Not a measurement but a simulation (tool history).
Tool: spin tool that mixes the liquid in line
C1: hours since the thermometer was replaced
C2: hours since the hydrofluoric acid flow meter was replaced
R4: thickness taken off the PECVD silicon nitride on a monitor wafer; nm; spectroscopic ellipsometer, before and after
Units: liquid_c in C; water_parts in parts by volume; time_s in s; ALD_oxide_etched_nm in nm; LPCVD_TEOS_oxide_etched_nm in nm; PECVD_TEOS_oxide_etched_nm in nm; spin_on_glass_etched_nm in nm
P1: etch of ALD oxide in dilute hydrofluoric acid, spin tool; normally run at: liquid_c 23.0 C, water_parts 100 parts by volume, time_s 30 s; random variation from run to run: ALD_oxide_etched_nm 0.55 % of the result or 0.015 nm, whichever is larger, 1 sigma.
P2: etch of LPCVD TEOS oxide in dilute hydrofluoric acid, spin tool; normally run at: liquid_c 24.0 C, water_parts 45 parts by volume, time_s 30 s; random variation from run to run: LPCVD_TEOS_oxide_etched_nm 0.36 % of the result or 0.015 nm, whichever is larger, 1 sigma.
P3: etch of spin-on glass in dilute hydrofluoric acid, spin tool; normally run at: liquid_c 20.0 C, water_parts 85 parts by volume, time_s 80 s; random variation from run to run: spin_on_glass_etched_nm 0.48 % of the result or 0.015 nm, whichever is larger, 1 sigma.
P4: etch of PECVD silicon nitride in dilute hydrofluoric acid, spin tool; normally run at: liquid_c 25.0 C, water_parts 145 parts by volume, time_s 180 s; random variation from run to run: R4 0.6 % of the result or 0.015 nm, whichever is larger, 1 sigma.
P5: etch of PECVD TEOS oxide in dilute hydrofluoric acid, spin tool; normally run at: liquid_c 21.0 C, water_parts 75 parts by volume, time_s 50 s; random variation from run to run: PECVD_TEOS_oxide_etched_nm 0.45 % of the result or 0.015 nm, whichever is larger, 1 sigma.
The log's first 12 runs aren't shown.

run 13 hour=79.3 | process=P4 liquid_c=25.0 water_parts=145 time_s=15 | C1=35.8 C2=205.7 | R4=0.47983
run 14 hour=86.9 | process=P1 liquid_c=23.0 water_parts=100 time_s=15 | C1=43.4 C2=213.3 | ALD_oxide_etched_nm=4.7162
run 15 hour=96.3 | process=P1 liquid_c=26.5 water_parts=100 time_s=30 | C1=52.8 C2=222.7 | ALD_oxide_etched_nm=10.6900
run 16 hour=102.5 | process=P3 liquid_c=26.5 water_parts=85 time_s=80 | C1=59.0 C2=228.9 | spin_on_glass_etched_nm=31.719
run 17 hour=108.8 | process=P1 liquid_c=23.0 water_parts=25 time_s=30 | C1=65.3 C2=235.2 | ALD_oxide_etched_nm=41.3290
run 18 hour=114.2 | process=P3 liquid_c=20.0 water_parts=85 time_s=80 | C1=70.7 C2=240.6 | spin_on_glass_etched_nm=24.478
run 19 hour=120.1 | process=P1 liquid_c=23.0 water_parts=165 time_s=30 | C1=76.6 C2=246.5 | ALD_oxide_etched_nm=5.2755
run 20 hour=125.8 | process=P1 liquid_c=23.0 water_parts=35 time_s=15 | C1=82.3 C2=252.2 | ALD_oxide_etched_nm=14.5280
run 21 hour=134.1 | process=P4 liquid_c=25.0 water_parts=85 time_s=180 | C1=90.6 C2=260.5 | R4=9.31530
run 22 hour=143.5 | process=P1 liquid_c=23.0 water_parts=100 time_s=30 | C1=100.0 C2=269.9 | ALD_oxide_etched_nm=9.4349
run 23 hour=151.3 | process=P5 liquid_c=21.0 water_parts=75 time_s=50 | C1=107.8 C2=277.7 | PECVD_TEOS_oxide_etched_nm=8.7368
run 24 hour=156.1 | process=P1 liquid_c=19.0 water_parts=100 time_s=15 | C1=112.6 C2=282.5 | ALD_oxide_etched_nm=3.9821

The next listed run, before its measurement:
run 25 hour=165.4 | process=P4 liquid_c=20.0 water_parts=145 time_s=180 | C1=121.9 C2=291.8 | R4=?

R4: 3.93860 nm
